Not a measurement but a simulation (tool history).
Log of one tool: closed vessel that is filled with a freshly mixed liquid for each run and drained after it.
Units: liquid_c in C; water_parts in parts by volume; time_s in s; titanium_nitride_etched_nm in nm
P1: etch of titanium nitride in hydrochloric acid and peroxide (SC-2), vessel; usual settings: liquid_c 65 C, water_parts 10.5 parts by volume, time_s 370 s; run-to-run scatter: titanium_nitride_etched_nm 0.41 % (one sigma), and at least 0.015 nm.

run	day	liquid_c	water_parts	time_s	hours since the thermometer was replaced	hours since the chemicals flow meter was replaced	hours since the drum of peroxide was connected	titanium_nitride_etched_nm
1	0.5	65	10.5	370	510.3	234.3	191.6	17.695
2	0.767	52	4.5	370	516.7	240.7	198	14.901
3	0.988	65	10.5	370	522	246	203.3	17.762
4	1.354	65	10.5	715	530.8	254.8	212.1	33.908
5	1.604	72	10.5	370	536.8	260.8	218.1	26.541
6	2.104	65	4	370	548.8	272.8	230.1	37.069
7	2.596	65	17.5	370	560.6	284.6	241.9	11.319
8	2.817	50	10.5	370	565.9	289.9	247.2	6.7663
9	3.2	65	10.5	370	575.1	299.1	256.4	17.699
10	3.425	65	10.5	30	580.5	304.5	261.8	1.4494
11	3.708	65	10.5	370	587.3	311.3	268.6	17.683

The next listed run, before its measurement:
# day 3.725: chemicals flow meter replaced
12	4.175	65	10.5	370	598.5	10.8	279.8	?

{"run 12": {"titanium_nitride_etched_nm": 17.667}}
